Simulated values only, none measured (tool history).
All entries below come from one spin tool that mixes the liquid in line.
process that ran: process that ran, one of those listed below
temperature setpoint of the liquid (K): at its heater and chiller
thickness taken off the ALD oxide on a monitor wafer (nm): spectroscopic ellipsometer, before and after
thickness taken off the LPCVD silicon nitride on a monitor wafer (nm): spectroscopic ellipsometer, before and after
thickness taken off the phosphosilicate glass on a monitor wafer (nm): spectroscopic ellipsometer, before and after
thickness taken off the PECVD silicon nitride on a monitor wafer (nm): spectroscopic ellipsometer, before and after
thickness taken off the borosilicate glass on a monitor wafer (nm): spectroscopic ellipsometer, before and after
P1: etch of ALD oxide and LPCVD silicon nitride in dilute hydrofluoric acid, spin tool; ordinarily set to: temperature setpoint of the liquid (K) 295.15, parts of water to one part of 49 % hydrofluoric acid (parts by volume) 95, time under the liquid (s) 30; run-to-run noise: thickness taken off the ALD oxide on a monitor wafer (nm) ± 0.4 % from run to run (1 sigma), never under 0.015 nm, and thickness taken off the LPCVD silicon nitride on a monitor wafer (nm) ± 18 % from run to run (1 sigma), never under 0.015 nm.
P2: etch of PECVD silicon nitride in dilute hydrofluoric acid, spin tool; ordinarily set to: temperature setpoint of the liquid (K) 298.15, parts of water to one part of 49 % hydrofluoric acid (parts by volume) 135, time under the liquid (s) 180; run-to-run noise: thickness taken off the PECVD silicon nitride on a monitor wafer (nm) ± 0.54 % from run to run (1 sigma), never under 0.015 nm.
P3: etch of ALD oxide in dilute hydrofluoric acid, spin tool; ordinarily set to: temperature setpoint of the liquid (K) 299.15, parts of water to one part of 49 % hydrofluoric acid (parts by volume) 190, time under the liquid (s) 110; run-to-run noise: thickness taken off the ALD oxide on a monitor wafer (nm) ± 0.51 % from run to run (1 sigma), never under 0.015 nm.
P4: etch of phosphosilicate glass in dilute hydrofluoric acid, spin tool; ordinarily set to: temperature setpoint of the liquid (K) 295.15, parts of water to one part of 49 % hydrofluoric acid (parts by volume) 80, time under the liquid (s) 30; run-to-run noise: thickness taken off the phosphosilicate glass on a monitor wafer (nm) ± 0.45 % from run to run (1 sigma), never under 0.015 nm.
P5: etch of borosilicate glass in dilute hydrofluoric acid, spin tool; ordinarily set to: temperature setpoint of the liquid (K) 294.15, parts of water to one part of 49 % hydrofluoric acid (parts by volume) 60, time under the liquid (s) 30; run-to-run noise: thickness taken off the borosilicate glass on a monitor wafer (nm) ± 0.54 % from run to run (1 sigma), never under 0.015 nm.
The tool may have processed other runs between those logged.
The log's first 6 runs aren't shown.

| run | day | process that ran | temperature setpoint of the liquid (K) | parts of water to one part of 49 % hydrofluoric acid (parts by volume) | time under the liquid (s) | thickness taken off the ALD oxide on a monitor wafer (nm) | thickness taken off the LPCVD silicon nitride on a monitor wafer (nm) | thickness taken off the phosphosilicate glass on a monitor wafer (nm) | thickness taken off the PECVD silicon nitride on a monitor wafer (nm) | thickness taken off the borosilicate glass on a monitor wafer (nm) |
|---|---|---|---|---|---|---|---|---|---|---|
| 7 | 2.958 | P1 | 295.15 | 55 | 15 | 5.1324 | 0.140530 |  |  |  |
| 8 | 3.229 | P3 | 299.15 | 325 | 110 | 8.4607 |  |  |  |  |
| 9 | 3.542 | P1 | 295.15 | 95 | 30 | 5.6494 | 0.105720 |  |  |  |
| 10 | 3.833 | P1 | 295.15 | 140 | 30 | 3.6305 | 0.132820 |  |  |  |
| 11 | 4.175 | P3 | 299.15 | 190 | 110 | 16.6880 |  |  |  |  |
| 12 | 4.571 | P5 | 294.15 | 60 | 30 |  |  |  |  | 24.788 |
| 13 | 4.912 | P5 | 290.15 | 60 | 30 |  |  |  |  | 21.215 |
| 14 | 5.296 | P4 | 290.15 | 80 | 30 |  |  | 58.732 |  |  |
| 15 | 5.817 | P5 | 294.15 | 60 | 15 |  |  |  |  | 12.569 |
| 16 | 6.221 | P1 | 299.15 | 95 | 30 | 6.6331 | 0.243210 |  |  |  |
| 17 | 6.496 | P3 | 299.15 | 190 | 110 | 16.7020 |  |  |  |  |
| 18 | 6.858 | P4 | 295.15 | 20 | 30 |  |  | 311.540 |  |  |
| 19 | 7.312 | P1 | 295.15 | 95 | 30 | 5.6322 | 0.159610 |  |  |  |
| 20 | 7.638 | P1 | 295.15 | 95 | 15 | 2.8501 | 0.084658 |  |  |  |

Run 21 has not been measured yet. What should we expect?
| 21 | 8.096 | P4 | 295.15 | 80 | 30 |  |  | ? |  |  |

{"run 21": {"thickness taken off the phosphosilicate glass on a monitor wafer (nm)": 72.805}}
